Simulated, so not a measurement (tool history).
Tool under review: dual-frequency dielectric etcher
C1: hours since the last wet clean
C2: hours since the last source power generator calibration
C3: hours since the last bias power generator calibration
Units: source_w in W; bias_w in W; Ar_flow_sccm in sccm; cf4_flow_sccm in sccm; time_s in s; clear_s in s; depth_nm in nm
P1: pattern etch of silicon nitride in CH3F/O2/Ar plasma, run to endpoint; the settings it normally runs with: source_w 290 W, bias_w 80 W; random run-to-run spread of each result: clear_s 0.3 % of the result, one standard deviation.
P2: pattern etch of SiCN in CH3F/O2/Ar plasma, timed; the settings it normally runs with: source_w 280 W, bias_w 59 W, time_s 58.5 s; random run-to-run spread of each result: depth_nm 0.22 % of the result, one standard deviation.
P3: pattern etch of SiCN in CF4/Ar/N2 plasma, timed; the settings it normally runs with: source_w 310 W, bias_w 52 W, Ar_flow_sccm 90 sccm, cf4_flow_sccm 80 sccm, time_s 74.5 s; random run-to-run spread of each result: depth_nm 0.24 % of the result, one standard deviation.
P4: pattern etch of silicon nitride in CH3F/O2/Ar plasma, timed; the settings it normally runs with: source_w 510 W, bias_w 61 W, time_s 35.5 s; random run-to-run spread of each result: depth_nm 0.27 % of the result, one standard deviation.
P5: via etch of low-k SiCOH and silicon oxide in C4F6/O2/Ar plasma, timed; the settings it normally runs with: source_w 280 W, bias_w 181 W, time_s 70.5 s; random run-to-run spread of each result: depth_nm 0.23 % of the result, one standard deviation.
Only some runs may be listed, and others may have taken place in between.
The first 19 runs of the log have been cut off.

run 20 hour=254.8 | process=P5 source_w=280 bias_w=181 time_s=70.5 | C1=310.3 C2=811.9 C3=1241.6 | depth_nm=174.570
run 21 hour=269.9 | process=P2 source_w=280 bias_w=75 time_s=58.5 | C1=325.4 C2=827.0 C3=1256.7 | depth_nm=18.967
run 22 hour=278.4 | process=P5 source_w=210 bias_w=181 time_s=70.5 | C1=333.9 C2=835.5 C3=1265.2 | depth_nm=155.470
run 23 hour=294.3 | process=P4 source_w=510 bias_w=61 time_s=26.0 | C1=349.8 C2=851.4 C3=1281.1 | depth_nm=18.987
run 24 hour=310.5 | process=P2 source_w=280 bias_w=59 time_s=86.0 | C1=366.0 C2=867.6 C3=1297.3 | depth_nm=25.726
run 25 hour=327.2 | process=P3 source_w=420 bias_w=52 Ar_flow_sccm=90 cf4_flow_sccm=80 time_s=74.5 | C1=382.7 C2=884.3 C3=1314.0 | depth_nm=58.295
run 26 hour=344.2 | process=P1 source_w=210 bias_w=101 | C1=399.7 C2=901.3 C3=1331.0 | clear_s=76.319
run 27 hour=358.1 | process=P1 source_w=390 bias_w=80 | C1=413.6 C2=915.2 C3=1344.9 | clear_s=66.152
run 28 hour=372.3 | process=P1 source_w=290 bias_w=80 | C1=427.8 C2=929.4 C3=1359.1 | clear_s=73.673
run 29 hour=386.0 | process=P1 source_w=290 bias_w=80 | C1=441.5 C2=943.1 C3=1372.8 | clear_s=73.908
run 30 hour=396.6 | process=P3 source_w=310 bias_w=35 Ar_flow_sccm=90 cf4_flow_sccm=80 time_s=74.5 | C1=452.1 C2=953.7 C3=1383.4 | depth_nm=39.502
run 31 hour=408.3 | process=P3 source_w=310 bias_w=52 Ar_flow_sccm=90 cf4_flow_sccm=80 time_s=48.5 | C1=463.8 C2=965.4 C3=1395.1 | depth_nm=29.006
run 32 hour=424.7 | process=P1 source_w=290 bias_w=80 | C1=480.2 C2=981.8 C3=1411.5 | clear_s=73.802
run 33 hour=441.2 | process=P1 source_w=290 bias_w=80 | C1=496.7 C2=998.3 C3=1428.0 | clear_s=73.406
run 34 hour=458.1 | process=P1 source_w=290 bias_w=80 | C1=513.6 C2=1015.2 C3=1444.9 | clear_s=72.955
run 35 hour=472.9 | process=P1 source_w=290 bias_w=80 | C1=528.4 C2=1030.0 C3=1459.7 | clear_s=72.637
run 36 hour=481.2 | process=P1 source_w=290 bias_w=80 | C1=536.7 C2=1038.3 C3=1468.0 | clear_s=72.799
run 37 hour=496.2 | process=P1 source_w=290 bias_w=80 | C1=551.7 C2=1053.3 C3=1483.0 | clear_s=72.519

Predict the results of run 38:
-- hour=497.1 wet clean of the chamber
run 38 hour=507.7 | process=P1 source_w=290 bias_w=80 | C1=10.6 C2=1064.8 C3=1494.5 | clear_s=?

clear_s: 72.906 s
